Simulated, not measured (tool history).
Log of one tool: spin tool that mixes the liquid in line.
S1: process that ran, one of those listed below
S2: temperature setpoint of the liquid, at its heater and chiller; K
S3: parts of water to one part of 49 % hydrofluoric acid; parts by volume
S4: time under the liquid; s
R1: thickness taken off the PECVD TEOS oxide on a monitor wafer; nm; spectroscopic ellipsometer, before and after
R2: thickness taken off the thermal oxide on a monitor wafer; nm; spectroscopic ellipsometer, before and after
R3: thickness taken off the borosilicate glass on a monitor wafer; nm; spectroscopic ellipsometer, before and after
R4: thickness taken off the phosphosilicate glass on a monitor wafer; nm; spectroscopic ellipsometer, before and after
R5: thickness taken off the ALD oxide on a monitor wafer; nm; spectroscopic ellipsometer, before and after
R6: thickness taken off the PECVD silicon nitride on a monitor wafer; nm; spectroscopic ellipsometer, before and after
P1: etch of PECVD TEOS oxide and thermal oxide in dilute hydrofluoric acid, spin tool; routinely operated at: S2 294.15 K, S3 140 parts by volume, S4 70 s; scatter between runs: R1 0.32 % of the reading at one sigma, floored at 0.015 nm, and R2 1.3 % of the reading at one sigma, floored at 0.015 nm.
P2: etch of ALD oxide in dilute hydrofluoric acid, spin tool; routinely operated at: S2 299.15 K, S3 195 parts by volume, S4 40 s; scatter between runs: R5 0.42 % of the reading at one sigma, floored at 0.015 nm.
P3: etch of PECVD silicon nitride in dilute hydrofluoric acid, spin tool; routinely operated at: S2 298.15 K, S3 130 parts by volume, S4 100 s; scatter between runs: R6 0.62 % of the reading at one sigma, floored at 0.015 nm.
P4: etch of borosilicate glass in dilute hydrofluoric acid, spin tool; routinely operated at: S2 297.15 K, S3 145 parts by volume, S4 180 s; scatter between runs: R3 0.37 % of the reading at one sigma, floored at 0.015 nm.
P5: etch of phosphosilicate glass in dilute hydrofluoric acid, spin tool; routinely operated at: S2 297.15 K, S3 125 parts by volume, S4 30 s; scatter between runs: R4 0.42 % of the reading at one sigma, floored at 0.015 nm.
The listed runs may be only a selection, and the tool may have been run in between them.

run 1 hour=4.5 | S1=P1 S2=294.15 S3=140 S4=70 | R1=7.0257 R2=2.03290
run 2 hour=9.5 | S1=P4 S2=297.15 S3=245 S4=180 | R3=21.894
run 3 hour=14.9 | S1=P1 S2=301.65 S3=140 S4=45 | R1=6.0231 R2=1.74730
run 4 hour=19.4 | S1=P1 S2=294.15 S3=140 S4=70 | R1=6.9964 R2=2.05800
run 5 hour=26.4 | S1=P5 S2=291.15 S3=125 S4=30 | R4=18.120
run 6 hour=30.9 | S1=P1 S2=294.15 S3=140 S4=70 | R1=7.0380 R2=2.04250
run 7 hour=37.1 | S1=P5 S2=297.15 S3=125 S4=60 | R4=45.725
run 8 hour=44.0 | S1=P1 S2=301.65 S3=140 S4=70 | R1=9.2777 R2=2.74230
run 9 hour=50.6 | S1=P5 S2=297.15 S3=195 S4=30 | R4=13.547
run 10 hour=54.4 | S1=P1 S2=294.15 S3=245 S4=70 | R1=3.5973 R2=1.02090
run 11 hour=57.6 | S1=P2 S2=299.15 S3=35 S4=40 | R5=43.2850
run 12 hour=62.7 | S1=P5 S2=297.15 S3=125 S4=30 | R4=22.818
run 13 hour=66.9 | S1=P4 S2=297.15 S3=145 S4=180 | R3=41.209
run 14 hour=69.9 | S1=P4 S2=297.15 S3=145 S4=60 | R3=13.616
run 15 hour=73.6 | S1=P2 S2=299.15 S3=195 S4=15 | R5=2.3807
run 16 hour=79.8 | S1=P1 S2=294.15 S3=35 S4=70 | R1=31.8020 R2=9.24350
run 17 hour=83.3 | S1=P3 S2=298.15 S3=130 S4=190 | R6=7.4578
run 18 hour=86.5 | S1=P1 S2=290.15 S3=140 S4=70 | R1=5.9832 R2=1.74340
run 19 hour=92.6 | S1=P1 S2=294.15 S3=140 S4=15 | R1=1.5268 R2=0.41139
run 20 hour=96.2 | S1=P2 S2=299.15 S3=195 S4=40 | R5=6.3482
-- hour=100.1 hydrofluoric acid flow meter replaced
run 21 hour=103.0 | S1=P2 S2=293.15 S3=195 S4=40 | R5=5.0760
run 22 hour=108.2 | S1=P4 S2=293.15 S3=145 S4=180 | R3=35.103
run 23 hour=111.5 | S1=P1 S2=294.15 S3=140 S4=70 | R1=7.0069 R2=2.03120
run 24 hour=114.6 | S1=P1 S2=291.15 S3=140 S4=120 | R1=10.6740 R2=3.08830
run 25 hour=117.7 | S1=P3 S2=298.15 S3=130 S4=100 | R6=3.9952
run 26 hour=121.8 | S1=P1 S2=294.15 S3=140 S4=105 | R1=10.4740 R2=3.00530
run 27 hour=125.5 | S1=P3 S2=302.65 S3=130 S4=100 | R6=5.2156
run 28 hour=130.2 | S1=P2 S2=299.15 S3=195 S4=40 | R5=6.3602
run 29 hour=133.4 | S1=P1 S2=294.15 S3=140 S4=70 | R1=6.9972 R2=1.98170
run 30 hour=137.3 | S1=P1 S2=294.15 S3=140 S4=70 | R1=6.9898 R2=1.99810
run 31 hour=142.1 | S1=P3 S2=298.15 S3=230 S4=100 | R6=2.2162
run 32 hour=148.9 | S1=P1 S2=294.15 S3=140 S4=70 | R1=7.0016 R2=2.00870
run 33 hour=152.3 | S1=P1 S2=294.15 S3=140 S4=70 | R1=6.8841 R2=1.98770
run 34 hour=156.0 | S1=P1 S2=294.15 S3=140 S4=70 | R1=6.8366 R2=1.96770
run 35 hour=159.4 | S1=P1 S2=294.15 S3=140 S4=70 | R1=6.7533 R2=1.94410
run 36 hour=162.9 | S1=P1 S2=294.15 S3=140 S4=70 | R1=6.6786 R2=1.93150
run 37 hour=169.8 | S1=P1 S2=294.15 S3=140 S4=70 | R1=6.6489 R2=1.93960
run 38 hour=174.7 | S1=P1 S2=294.15 S3=140 S4=70 | R1=6.6393 R2=1.89430
run 39 hour=180.3 | S1=P1 S2=294.15 S3=140 S4=70 | R1=6.5905 R2=1.91460
run 40 hour=185.8 | S1=P1 S2=294.15 S3=140 S4=70 | R1=6.6625 R2=1.84870

P1 has crept away from where it was. The log is fitted equally well by each of these 2 causes, at the sizes shown:
A: hydrofluoric acid flow below the setpoint (%) = 4.77
B: liquid colder than its thermometer reads (K) = 1.42
The gradual shift began around hour 148.9.

Below are 4 check runs, each averaged over 2 wafers, with their results shown as question marks. Which of them would give clearly different results depending on which cause is behind the drift?
run check 1 hour=191.3 | S1=P3 S2=298.15 S3=230 S4=165 | R6=?
run check 2 hour=191.3 | S1=P5 S2=297.15 S3=195 S4=40 | R4=?
run check 3 hour=191.3 | S1=P4 S2=297.15 S3=145 S4=75 | R3=?
run check 4 hour=191.3 | S1=P2 S2=293.65 S3=195 S4=40 | R5=?

Outcome of each check run for each possible cause:
check=check_1 result=R6 if_A=3.5400 if_B=3.4016
check=check_2 result=R4 if_A=17.080 if_B=17.188
check=check_3 result=R3 if_A=16.171 if_B=16.208
check=check_4 result=R5 if_A=4.8695 if_B=4.8864
Distance between the nearest two causes, measured in the result of the check that separates them most: check 1 3.99 %; check 2 0.63 %; check 3 0.23 %; check 4 0.35 %
Check 1 tells the causes apart: in the others they would give nearly the same result.

After running check 1, the following was obtained: R6 3.5228 nm. Which cause does this point to?

Of the candidate causes, it is A: hydrofluoric acid flow below the setpoint (%).

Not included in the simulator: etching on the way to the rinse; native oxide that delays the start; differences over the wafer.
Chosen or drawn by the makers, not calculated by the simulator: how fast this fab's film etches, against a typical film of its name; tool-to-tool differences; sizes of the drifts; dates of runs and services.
